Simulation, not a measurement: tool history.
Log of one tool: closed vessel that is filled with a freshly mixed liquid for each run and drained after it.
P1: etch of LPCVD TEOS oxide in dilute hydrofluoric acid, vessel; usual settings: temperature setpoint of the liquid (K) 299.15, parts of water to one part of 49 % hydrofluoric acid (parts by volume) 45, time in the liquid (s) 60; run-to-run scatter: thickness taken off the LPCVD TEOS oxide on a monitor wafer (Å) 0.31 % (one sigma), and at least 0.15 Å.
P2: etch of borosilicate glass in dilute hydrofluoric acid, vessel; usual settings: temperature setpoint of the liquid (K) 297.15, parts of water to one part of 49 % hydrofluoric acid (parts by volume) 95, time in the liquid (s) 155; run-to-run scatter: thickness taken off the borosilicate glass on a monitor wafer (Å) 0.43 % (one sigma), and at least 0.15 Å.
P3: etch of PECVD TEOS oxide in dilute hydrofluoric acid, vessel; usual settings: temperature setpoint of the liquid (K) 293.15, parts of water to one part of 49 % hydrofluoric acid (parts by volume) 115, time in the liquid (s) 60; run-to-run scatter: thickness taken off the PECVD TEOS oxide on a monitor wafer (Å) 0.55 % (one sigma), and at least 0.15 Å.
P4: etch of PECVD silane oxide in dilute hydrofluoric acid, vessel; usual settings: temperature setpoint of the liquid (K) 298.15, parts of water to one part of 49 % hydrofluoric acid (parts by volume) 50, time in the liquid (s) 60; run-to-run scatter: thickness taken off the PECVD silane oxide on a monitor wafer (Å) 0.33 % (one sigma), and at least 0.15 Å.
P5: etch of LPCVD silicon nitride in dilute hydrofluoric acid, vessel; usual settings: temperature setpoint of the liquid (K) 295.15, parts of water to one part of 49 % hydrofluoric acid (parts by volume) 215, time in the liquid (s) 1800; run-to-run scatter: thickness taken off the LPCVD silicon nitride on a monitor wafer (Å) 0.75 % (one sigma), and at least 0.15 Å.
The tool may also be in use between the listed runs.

run   hour  process that ran  temperature setpoint of the liquid (K)  parts of water to one part of 49 % hydrofluoric acid (parts by volume)  time in the liquid (s)  thickness taken off the LPCVD TEOS oxide on a monitor wafer (Å)  thickness taken off the LPCVD silicon nitride on a monitor wafer (Å)  thickness taken off the borosilicate glass on a monitor wafer (Å)  thickness taken off the PECVD silane oxide on a monitor wafer (Å)  thickness taken off the PECVD TEOS oxide on a monitor wafer (Å)
  1    1.9                P1                                  299.15                                                                      45                      60                                                           283.25
  2    5.3                P1                                  299.15                                                                      25                      60                                                           522.55
  3    9.4                P1                                  299.15                                                                      45                      60                                                           282.05
  4   12.8                P1                                  299.15                                                                      45                      60                                                           282.45
  5     15                P1                                  299.15                                                                      45                      85                                                           402.36
  6   18.2                P5                                  295.15                                                                     215                    3300                                                                                                                                 62.843
  7   21.7                P1                                  299.15                                                                      70                      95                                                           277.94
  8   23.8                P1                                  291.65                                                                      45                      60                                                           205.87
  9   25.7                P1                                  293.65                                                                      45                     105                                                           394.02
 10   28.3                P1                                  299.15                                                                      45                      60                                                           282.21
 11   31.7                P2                                  297.15                                                                      95                      70                                                                                                                                                                                                    124.02
 12   34.6                P1                                  299.15                                                                      70                      60                                                           175.07
      35.5  -- thermometer replaced
 13   36.5                P1                                  303.65                                                                      45                      35                                                           197.98
 14   38.6                P4                                  298.15                                                                      20                      60                                                                                                                                                                                                                                                                       1693.4
 15   42.2                P1                                  306.65                                                                      45                      60                                                            379.5
 16   45.6                P2                                  291.15                                                                      95                     155                                                                                                                                                                                                    214.96
 17   48.7                P1                                  299.15                                                                      45                      60                                                           282.83
 18   51.6                P4                                  298.15                                                                      50                      60                                                                                                                                                                                                                                                                       649.98
 19   54.7                P2                                  297.15                                                                      55                     155                                                                                                                                                                                                    501.12
 20   57.4                P4                                  298.15                                                                      50                      30                                                                                                                                                                                                                                                                       324.49
 21   60.2                P5                                  295.15                                                                     215                    1800                                                                                                                                  34.12
 22   64.5                P1                                  299.15                                                                      45                      30                                                           141.92
 23   66.8                P3                                  298.15                                                                     115                      60                                                                                                                                                                                                                                                                                                                                        53.562
 24   68.8                P3                                  293.15                                                                     210                      60                                                                                                                                                                                                                                                                                                                                        21.975
 25   70.7                P3                                  293.15                                                                     115                      60                                                                                                                                                                                                                                                                                                                                        43.916
 26   74.2                P5                                  295.15                                                                     215                    1800                                                                                                                                 34.475
 27   78.1                P3                                  293.15                                                                     115                      30                                                                                                                                                                                                                                                                                                                                        22.284
 28   82.1                P5                                  295.15                                                                     315                    1800                                                                                                                                 23.884
 29   84.6                P4                                  298.15                                                                      50                      60                                                                                                                                                                                                                                                                       651.55
 30     87                P4                                  293.65                                                                      50                      60                                                                                                                                                                                                                                                                       539.42
 31   91.2                P1                                  299.15                                                                      45                      60                                                           282.63
 32   93.3                P2                                  297.15                                                                      95                     155                                                                                                                                                                                                    272.08
 33   95.7                P5                                  299.65                                                                     215                    1800                                                                                                                                 45.085
 34   99.8                P1                                  299.15                                                                      45                      60                                                           282.41
 35  103.1                P1                                  299.15                                                                      45                      60                                                           274.79
 36  105.9                P1                                  299.15                                                                      45                      60                                                           267.65
 37  109.6                P1                                  299.15                                                                      45                      60                                                           263.18
 38  111.7                P1                                  299.15                                                                      45                      60                                                           262.15
 39  113.6                P1                                  299.15                                                                      45                      60                                                           259.97
 40  115.8                P1                                  299.15                                                                      45                      60                                                           259.99
 41  117.7                P1                                  299.15                                                                      45                      60                                                           259.33
 42  121.5                P1                                  299.15                                                                      45                      60                                                           258.65
 43  123.8                P1                                  299.15                                                                      45                      60                                                            258.6
 44  126.9                P1                                  299.15                                                                      45                      60                                                           257.82

What P1 gives has crept away from where it was. These 2 causes fit the log equally well, each at the size given:
A: hydrofluoric acid flow below the setpoint (%) = 8.25
B: liquid colder than its thermometer reads (K) = 2.24
The creep began at about hour 99.8.

4 check runs are offered, each on 2 wafers whose results are averaged, their results left as question marks. Which one tells the causes apart?
check 1   130                P4                                  298.15                                                                      50                      60                                                                                                                                                                                                                                                                            ?
check 2   130                P2                                  297.15                                                                      95                     155                                                                                                                                                                                                         ?
check 3   130                P5                                  295.15                                                                     215                    1800                                                                                                                                      ?
check 4   130                P3                                  293.15                                                                     115                      60                                                                                                                                                                                                                                                                                                                                             ?

What each check would give under each cause:
  check                                                                result    if A    if B
check 1     thickness taken off the PECVD silane oxide on a monitor wafer (Å)  592.26  592.27
check 2     thickness taken off the borosilicate glass on a monitor wafer (Å)  249.51  251.16
check 3  thickness taken off the LPCVD silicon nitride on a monitor wafer (Å)  31.786  29.914
check 4       thickness taken off the PECVD TEOS oxide on a monitor wafer (Å)  40.113  40.323
How far apart the two closest causes lie, in the result that separates them most: check 1 0 %; check 2 0.66 %; check 3 6.07 %; check 4 0.52 %
Check 3 tells the causes apart: in the others they would give nearly the same result.

Then check 3 was run and gave: thickness taken off the LPCVD silicon nitride on a monitor wafer (Å) 31.442. Which cause is it?

It is A: hydrofluoric acid flow below the setpoint (%).

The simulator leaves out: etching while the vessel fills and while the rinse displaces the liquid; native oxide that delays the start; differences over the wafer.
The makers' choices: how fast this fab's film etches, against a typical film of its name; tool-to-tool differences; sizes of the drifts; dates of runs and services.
